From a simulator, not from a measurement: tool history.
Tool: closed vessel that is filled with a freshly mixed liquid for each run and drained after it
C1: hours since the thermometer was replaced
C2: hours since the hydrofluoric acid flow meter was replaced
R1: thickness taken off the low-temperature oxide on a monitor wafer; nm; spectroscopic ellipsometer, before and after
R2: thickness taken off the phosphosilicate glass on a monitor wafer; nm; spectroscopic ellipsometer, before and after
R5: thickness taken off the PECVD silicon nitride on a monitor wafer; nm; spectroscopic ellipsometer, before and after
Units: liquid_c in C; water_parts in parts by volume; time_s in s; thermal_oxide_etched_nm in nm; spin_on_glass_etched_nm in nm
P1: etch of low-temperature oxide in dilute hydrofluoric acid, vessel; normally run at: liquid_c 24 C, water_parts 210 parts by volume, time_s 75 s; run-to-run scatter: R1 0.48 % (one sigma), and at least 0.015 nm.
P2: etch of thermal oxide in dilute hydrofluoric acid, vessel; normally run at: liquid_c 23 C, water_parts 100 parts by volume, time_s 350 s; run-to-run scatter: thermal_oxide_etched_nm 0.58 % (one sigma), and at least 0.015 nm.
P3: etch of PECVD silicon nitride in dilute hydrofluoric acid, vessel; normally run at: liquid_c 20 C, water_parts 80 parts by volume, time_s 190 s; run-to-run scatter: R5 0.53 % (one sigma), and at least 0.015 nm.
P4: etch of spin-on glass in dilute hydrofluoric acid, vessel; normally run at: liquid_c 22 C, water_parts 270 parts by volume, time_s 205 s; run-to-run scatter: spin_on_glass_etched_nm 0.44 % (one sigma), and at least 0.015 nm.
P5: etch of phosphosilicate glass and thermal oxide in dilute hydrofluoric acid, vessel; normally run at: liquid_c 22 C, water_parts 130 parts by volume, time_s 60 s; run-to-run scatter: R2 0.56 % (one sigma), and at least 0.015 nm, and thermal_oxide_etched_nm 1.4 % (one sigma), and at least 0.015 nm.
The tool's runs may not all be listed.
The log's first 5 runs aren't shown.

run 6 hour=26.4 | process=P1 liquid_c=24 water_parts=210 time_s=75 | C1=408.4 C2=322.3 | R1=6.611
run 7 hour=32.6 | process=P2 liquid_c=30.5 water_parts=100 time_s=350 | C1=414.6 C2=328.5 | thermal_oxide_etched_nm=20.268
run 8 hour=39.3 | process=P2 liquid_c=23 water_parts=150 time_s=350 | C1=421.3 C2=335.2 | thermal_oxide_etched_nm=9.5464
run 9 hour=45.8 | process=P1 liquid_c=24 water_parts=210 time_s=30 | C1=427.8 C2=341.7 | R1=2.6396
run 10 hour=49.8 | process=P5 liquid_c=22 water_parts=130 time_s=60 | C1=431.8 C2=345.7 | R2=82.421 thermal_oxide_etched_nm=1.9117
run 11 hour=55.5 | process=P1 liquid_c=17 water_parts=85 time_s=75 | C1=437.5 C2=351.4 | R1=14.084
run 12 hour=61 | process=P5 liquid_c=22 water_parts=130 time_s=60 | C1=443 C2=356.9 | R2=82.76 thermal_oxide_etched_nm=1.884
run 13 hour=65.4 | process=P5 liquid_c=22 water_parts=130 time_s=30 | C1=447.4 C2=361.3 | R2=41.229 thermal_oxide_etched_nm=0.94977
run 14 hour=71.1 | process=P4 liquid_c=22 water_parts=270 time_s=85 | C1=453.1 C2=367 | spin_on_glass_etched_nm=6.226
run 15 hour=75.9 | process=P1 liquid_c=24 water_parts=210 time_s=75 | C1=457.9 C2=371.8 | R1=6.6282
run 16 hour=79.8 | process=P1 liquid_c=24 water_parts=360 time_s=75 | C1=461.8 C2=375.7 | R1=3.3261
run 17 hour=85.7 | process=P2 liquid_c=23 water_parts=100 time_s=350 | C1=467.7 C2=381.6 | thermal_oxide_etched_nm=15.019
run 18 hour=90.6 | process=P4 liquid_c=22 water_parts=450 time_s=205 | C1=472.6 C2=386.5 | spin_on_glass_etched_nm=7.7058
run 19 hour=95.4 | process=P4 liquid_c=22 water_parts=270 time_s=205 | C1=477.4 C2=391.3 | spin_on_glass_etched_nm=14.987
run 20 hour=99.7 | process=P2 liquid_c=23 water_parts=100 time_s=55 | C1=481.7 C2=395.6 | thermal_oxide_etched_nm=2.3909
run 21 hour=105.1 | process=P1 liquid_c=24 water_parts=210 time_s=75 | C1=487.1 C2=401 | R1=6.5545
run 22 hour=110.3 | process=P4 liquid_c=17 water_parts=270 time_s=205 | C1=492.3 C2=406.2 | spin_on_glass_etched_nm=12.611
run 23 hour=114.3 | process=P5 liquid_c=22 water_parts=55 time_s=60 | C1=496.3 C2=410.2 | R2=211.19 thermal_oxide_etched_nm=4.8297
run 24 hour=120.8 | process=P1 liquid_c=24 water_parts=210 time_s=135 | C1=502.8 C2=416.7 | R1=11.879
run 25 hour=124.7 | process=P3 liquid_c=20 water_parts=20 time_s=190 | C1=506.7 C2=420.6 | R5=39.294
run 26 hour=128.5 | process=P1 liquid_c=27.5 water_parts=210 time_s=75 | C1=510.5 C2=424.4 | R1=7.4904
run 27 hour=133.8 | process=P1 liquid_c=24 water_parts=210 time_s=75 | C1=515.8 C2=429.7 | R1=6.5503
run 28 hour=136.9 | process=P1 liquid_c=24 water_parts=210 time_s=75 | C1=518.9 C2=432.8 | R1=6.6088

Forecast run 29:
run 29 hour=140.7 | process=P1 liquid_c=24 water_parts=115 time_s=75 | C1=522.7 C2=436.6 | R1=?

Run 29 gave R1 13.439 nm.
